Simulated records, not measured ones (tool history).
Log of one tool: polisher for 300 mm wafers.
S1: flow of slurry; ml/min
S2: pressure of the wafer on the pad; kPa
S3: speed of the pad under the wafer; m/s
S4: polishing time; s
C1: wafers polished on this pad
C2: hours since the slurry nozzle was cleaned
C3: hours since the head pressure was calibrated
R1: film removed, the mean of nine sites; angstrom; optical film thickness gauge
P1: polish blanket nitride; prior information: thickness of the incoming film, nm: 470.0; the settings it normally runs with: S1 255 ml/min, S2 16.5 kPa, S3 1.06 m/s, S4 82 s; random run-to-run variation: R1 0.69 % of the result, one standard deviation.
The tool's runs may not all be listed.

run 1 day=0.167 | S1=255 S2=16.5 S3=1.06 S4=82 | C1=911 C2=311.2 C3=266.4 | R1=995.78
run 2 day=0.342 | S1=255 S2=16.5 S3=1.66 S4=82 | C1=936 C2=315.4 C3=270.6 | R1=1419.70
run 3 day=0.508 | S1=255 S2=16.5 S3=0.48 S4=82 | C1=959 C2=319.4 C3=274.6 | R1=526.98
run 4 day=0.654 | S1=155 S2=16.5 S3=1.06 S4=82 | C1=980 C2=322.9 C3=278.1 | R1=932.85
run 5 day=0.792 | S1=360 S2=16.5 S3=1.06 S4=39 | C1=1000 C2=326.2 C3=281.4 | R1=486.67
run 6 day=0.867 | S1=255 S2=16.5 S3=1.06 S4=82 | C1=1010 C2=328.0 C3=283.2 | R1=996.09
run 7 day=0.967 | S1=255 S2=16.5 S3=1.06 S4=82 | C1=1024 C2=330.4 C3=285.6 | R1=986.82
run 8 day=1.117 | S1=255 S2=16.5 S3=1.06 S4=113 | C1=1046 C2=334.0 C3=289.2 | R1=1358.40
run 9 day=1.246 | S1=255 S2=16.5 S3=1.06 S4=42 | C1=1064 C2=337.1 C3=292.3 | R1=512.96
run 10 day=1.375 | S1=255 S2=16.5 S3=1.06 S4=82 | C1=1082 C2=340.2 C3=295.4 | R1=986.99
run 11 day=1.546 | S1=255 S2=16.5 S3=1.06 S4=82 | C1=1107 C2=344.3 C3=299.5 | R1=982.49
run 12 day=1.658 | S1=255 S2=24.8 S3=1.06 S4=82 | C1=1122 C2=347.0 C3=302.2 | R1=1502.00
run 13 day=1.792 | S1=255 S2=8.3 S3=1.06 S4=82 | C1=1141 C2=350.2 C3=305.4 | R1=495.56
-- day=1.800 slurry nozzle cleaned
run 14 day=1.954 | S1=375 S2=16.5 S3=1.06 S4=82 | C1=1164 C2=3.8 C3=309.3 | R1=1028.60
run 15 day=2.075 | S1=255 S2=16.5 S3=1.06 S4=82 | C1=1182 C2=6.7 C3=312.2 | R1=988.18
run 16 day=2.179 | S1=255 S2=16.5 S3=1.06 S4=82 | C1=1196 C2=9.2 C3=314.7 | R1=995.76
run 17 day=2.308 | S1=255 S2=16.5 S3=1.06 S4=82 | C1=1215 C2=12.3 C3=317.8 | R1=973.66
run 18 day=2.438 | S1=255 S2=16.5 S3=1.06 S4=82 | C1=1233 C2=15.4 C3=320.9 | R1=959.57
run 19 day=2.596 | S1=255 S2=16.5 S3=1.06 S4=82 | C1=1255 C2=19.2 C3=324.7 | R1=963.49
run 20 day=2.733 | S1=255 S2=16.5 S3=1.06 S4=82 | C1=1275 C2=22.5 C3=328.0 | R1=948.99
-- day=2.842 worn pad replaced by a new one
run 21 day=2.892 | S1=255 S2=16.5 S3=1.06 S4=82 | C1=7 C2=26.3 C3=331.8 | R1=953.53
run 22 day=3.058 | S1=255 S2=16.5 S3=1.06 S4=82 | C1=30 C2=30.3 C3=335.8 | R1=950.03
run 23 day=3.229 | S1=255 S2=16.5 S3=1.06 S4=82 | C1=54 C2=34.4 C3=339.9 | R1=938.54
run 24 day=3.350 | S1=255 S2=16.5 S3=1.06 S4=82 | C1=72 C2=37.3 C3=342.8 | R1=942.46
run 25 day=3.479 | S1=255 S2=16.5 S3=1.06 S4=82 | C1=90 C2=40.4 C3=345.9 | R1=958.39

The log shows P1 creeping away from where it was. Any of the 2 causes listed here, at the size stated for it, fits the log just as well as the others:
A: slurry flow missing at the pad, % = 30
B: head's pressure below its setpoint, % = 4.35
The creep began at about day 2.075.
Why every other cause is out:
removal rate lost through wear of the pad, %: its service at day 2.842 followed the start of the drift and did not put the process back to its old value

Which of the 4 check runs listed below, each an average over 5 wafers with its results shown as question marks, gives clearly different results under the different listed causes?
run check 1 day=3.608 | S1=255 S2=11.7 S3=0.48 S4=82 | R1=?
run check 2 day=3.608 | S1=255 S2=16.5 S3=0.62 S4=82 | R1=?
run check 3 day=3.608 | S1=255 S2=20.0 S3=1.06 S4=82 | R1=?
run check 4 day=3.608 | S1=160 S2=16.5 S3=1.06 S4=82 | R1=?

What every check run would give for each of its results, assuming each possible cause in turn:
check=check_1 result=R1 if_A=357.10 if_B=357.10
check=check_2 result=R1 if_A=618.69 if_B=618.69
check=check_3 result=R1 if_A=1148.10 if_B=1148.10
check=check_4 result=R1 if_A=872.33 if_B=893.60
Minimum pairwise separation of causes per check, each pair taken at its best-separating result: check 1 0 %; check 2 0 %; check 3 0 %; check 4 2.41 %
The causes can be told apart only by check 4. The other checks would give nearly the same results under each of them.

Then check 4 was run and gave: R1 876.57 angstrom. Which cause is it?

The correct cause is A, namely: slurry flow missing at the pad, %.

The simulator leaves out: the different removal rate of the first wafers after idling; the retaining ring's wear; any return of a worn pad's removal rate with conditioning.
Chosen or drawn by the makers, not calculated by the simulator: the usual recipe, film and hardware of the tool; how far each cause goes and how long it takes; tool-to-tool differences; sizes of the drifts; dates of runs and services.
